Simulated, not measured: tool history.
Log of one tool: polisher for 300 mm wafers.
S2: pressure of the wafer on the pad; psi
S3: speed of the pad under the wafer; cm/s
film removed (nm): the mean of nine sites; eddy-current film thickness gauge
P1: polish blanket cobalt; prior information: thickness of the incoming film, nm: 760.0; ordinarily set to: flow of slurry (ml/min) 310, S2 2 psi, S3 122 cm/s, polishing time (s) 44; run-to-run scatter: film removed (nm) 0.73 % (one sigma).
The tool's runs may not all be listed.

Run 1, day 0.671: flow of slurry (ml/min) 310, S2 2 psi, S3 122 cm/s, polishing time (s) 44. Result: film removed (nm) 236.18.
Run 2, day 1.317: flow of slurry (ml/min) 310, S2 3.2 psi, S3 122 cm/s, polishing time (s) 44. Result: film removed (nm) 383.15.
Run 3, day 1.904: flow of slurry (ml/min) 310, S2 2 psi, S3 122 cm/s, polishing time (s) 44. Result: film removed (nm) 237.16.
Run 4, day 2.379: flow of slurry (ml/min) 310, S2 2 psi, S3 122 cm/s, polishing time (s) 20. Result: film removed (nm) 106.64.
Run 5, day 2.921: flow of slurry (ml/min) 415, S2 2 psi, S3 176 cm/s, polishing time (s) 44. Result: film removed (nm) 352.97.
Run 6, day 3.392: flow of slurry (ml/min) 310, S2 2 psi, S3 122 cm/s, polishing time (s) 44. Result: film removed (nm) 233.69.
Run 7, day 3.721: flow of slurry (ml/min) 310, S2 2 psi, S3 122 cm/s, polishing time (s) 61. Result: film removed (nm) 327.2.
Run 8, day 4.146: flow of slurry (ml/min) 310, S2 2 psi, S3 190 cm/s, polishing time (s) 44. Result: film removed (nm) 365.78.
Run 9, day 4.738: flow of slurry (ml/min) 470, S2 2 psi, S3 122 cm/s, polishing time (s) 44. Result: film removed (nm) 243.73.
Run 10, day 5.379: flow of slurry (ml/min) 310, S2 2 psi, S3 122 cm/s, polishing time (s) 44. Result: film removed (nm) 235.
Run 11, day 6.092: flow of slurry (ml/min) 310, S2 2 psi, S3 122 cm/s, polishing time (s) 44. Result: film removed (nm) 234.94.
Run 12, day 6.658: flow of slurry (ml/min) 310, S2 2 psi, S3 122 cm/s, polishing time (s) 44. Result: film removed (nm) 236.31.
Run 13, day 7.217: flow of slurry (ml/min) 310, S2 2 psi, S3 54 cm/s, polishing time (s) 44. Result: film removed (nm) 104.86.
Run 14, day 7.738: flow of slurry (ml/min) 310, S2 2 psi, S3 122 cm/s, polishing time (s) 44. Result: film removed (nm) 235.98.
Run 15, day 8.171: flow of slurry (ml/min) 310, S2 0.9 psi, S3 122 cm/s, polishing time (s) 44. Result: film removed (nm) 107.31.
Run 16, day 8.562: flow of slurry (ml/min) 185, S2 2 psi, S3 122 cm/s, polishing time (s) 44. Result: film removed (nm) 223.51.
Run 17, day 8.971: flow of slurry (ml/min) 310, S2 2 psi, S3 122 cm/s, polishing time (s) 44. Result: film removed (nm) 235.82.
Run 18, day 9.433: flow of slurry (ml/min) 310, S2 2 psi, S3 122 cm/s, polishing time (s) 44. Result: film removed (nm) 232.07.
Run 19, day 9.983: flow of slurry (ml/min) 310, S2 2 psi, S3 122 cm/s, polishing time (s) 44. Result: film removed (nm) 231.48.
Run 20, day 10.438: flow of slurry (ml/min) 310, S2 2 psi, S3 122 cm/s, polishing time (s) 44. Result: film removed (nm) 231.46.
At day 10.65: head pressure recalibrated.
Run 21, day 10.804: flow of slurry (ml/min) 310, S2 2 psi, S3 122 cm/s, polishing time (s) 44. Result: film removed (nm) 229.24.
Run 22, day 11.212: flow of slurry (ml/min) 310, S2 2 psi, S3 122 cm/s, polishing time (s) 44. Result: film removed (nm) 228.45.
Run 23, day 11.688: flow of slurry (ml/min) 310, S2 2 psi, S3 122 cm/s, polishing time (s) 44. Result: film removed (nm) 229.28.
Run 24, day 12.071: flow of slurry (ml/min) 310, S2 2 psi, S3 122 cm/s, polishing time (s) 44. Result: film removed (nm) 228.03.
Run 25, day 12.421: flow of slurry (ml/min) 310, S2 2 psi, S3 122 cm/s, polishing time (s) 44. Result: film removed (nm) 226.56.
Run 26, day 12.767: flow of slurry (ml/min) 310, S2 2 psi, S3 122 cm/s, polishing time (s) 44. Result: film removed (nm) 226.73.

Estimate the outcome of run 27 from the log above:
Run 27, day 13.417: flow of slurry (ml/min) 310, S2 2 psi, S3 122 cm/s, polishing time (s) 44. Result: film removed (nm) ?.

film removed (nm): 229.13
